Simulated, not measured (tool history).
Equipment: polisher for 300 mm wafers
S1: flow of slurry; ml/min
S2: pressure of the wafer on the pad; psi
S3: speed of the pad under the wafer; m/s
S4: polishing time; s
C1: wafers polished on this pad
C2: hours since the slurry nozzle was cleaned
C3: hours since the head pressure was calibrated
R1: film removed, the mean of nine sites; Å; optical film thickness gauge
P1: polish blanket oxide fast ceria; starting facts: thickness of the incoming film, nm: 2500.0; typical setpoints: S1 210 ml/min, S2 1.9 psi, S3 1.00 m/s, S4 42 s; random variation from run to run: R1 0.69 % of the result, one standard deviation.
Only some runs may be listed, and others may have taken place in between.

run,hour,S1,S2,S3,S4,C1,C2,C3,R1
1,13.1,210,1.9,1.00,42,722,140.9,322.7,4274.0
2,31.1,210,1.9,1.00,42,930,158.9,340.7,4314.5
3,42.0,210,0.9,1.00,42,1055,169.8,351.6,2029.6
4,53.3,210,1.9,0.44,42,1186,181.1,362.9,1907.4
5,72.0,210,1.9,1.00,66,1402,199.8,381.6,6786.5
6,81.2,210,1.9,0.46,23,1508,209.0,390.8,1082.1
7,99.3,210,1.9,1.00,25,1717,227.1,408.9,2562.8
8,107.8,210,2.8,1.00,42,1815,235.6,417.4,6359.1
9,118.0,210,1.9,1.00,42,1933,245.8,427.6,4316.5
10,132.5,270,1.9,1.00,42,2100,260.3,442.1,4415.3
11,149.8,210,1.9,1.00,42,2300,277.6,459.4,4335.8
12,165.0,130,1.9,1.00,42,2476,292.8,474.6,3991.4
13,181.6,210,1.9,1.50,42,2667,309.4,491.2,6430.0
14,193.4,260,1.9,1.00,21,2804,321.2,503.0,2222.8
15,203.1,210,1.9,1.00,42,2916,330.9,512.7,4288.7
16,213.1,210,1.1,1.00,20,3031,340.9,522.7,1196.6
17,225.8,210,1.9,1.00,42,3178,353.6,535.4,4284.0
18,243.9,210,1.9,1.00,42,3387,371.7,553.5,4211.0
19,262.9,210,1.9,1.00,42,3606,390.7,572.5,4081.1
20,277.7,210,1.9,1.00,42,3777,405.5,587.3,4071.7
21,290.9,210,1.9,1.00,42,3929,418.7,600.5,4071.5
22,309.8,210,1.9,1.00,42,4148,437.6,619.4,4051.1
# hour 322.8: worn pad replaced by a new one
23,323.5,210,1.9,1.00,42,8,451.3,633.1,4018.1
24,339.1,210,1.9,1.00,42,188,466.9,648.7,3971.5
25,350.2,210,1.9,1.00,42,316,478.0,659.8,4017.8
26,361.3,210,1.9,1.00,42,445,489.1,670.9,3990.1
27,374.4,210,1.9,1.00,42,596,502.2,684.0,3957.6
28,393.1,210,1.9,1.00,42,812,520.9,702.7,4010.2

The log shows P1 creeping away from where it was. Any of the 2 causes listed here, at the size stated for it, fits the log just as well as the others:
A: head's pressure below its setpoint, % = 7.19
B: slurry flow missing at the pad, % = 37.6
The creep began at about hour 225.8.
The rest of the possible causes, and what rules out each one:
removal rate lost through wear of the pad, %: serviced at hour 322.8, after the drift had started, without restoring the earlier output

Which of the 4 check runs listed below, each an average over 5 wafers with its results shown as question marks, gives clearly different results under the different listed causes?
check 1,411.8,210,1.9,0.74,42,,,,?
check 2,411.8,210,1.0,1.00,42,,,,?
check 3,411.8,210,1.9,1.22,42,,,,?
check 4,411.8,155,1.9,1.00,42,,,,?

Outcome of each check run for each possible cause:
check,result,if A,if B
check 1,R1,2951.8,2951.4
check 2,R1,2099.4,2099.2
check 3,R1,4866.5,4865.9
check 4,R1,3816.0,3725.2
Distance between the nearest two causes, measured in the result of the check that separates them most: check 1 0.01 %; check 2 0.01 %; check 3 0.01 %; check 4 2.41 %
Check 4 is the one run that separates the causes; every other check would come out nearly the same whichever cause is at work.

Here is what check 4 returned: R1 3816.8 Å. Which cause is it?

It was cause A: head's pressure below its setpoint, %.
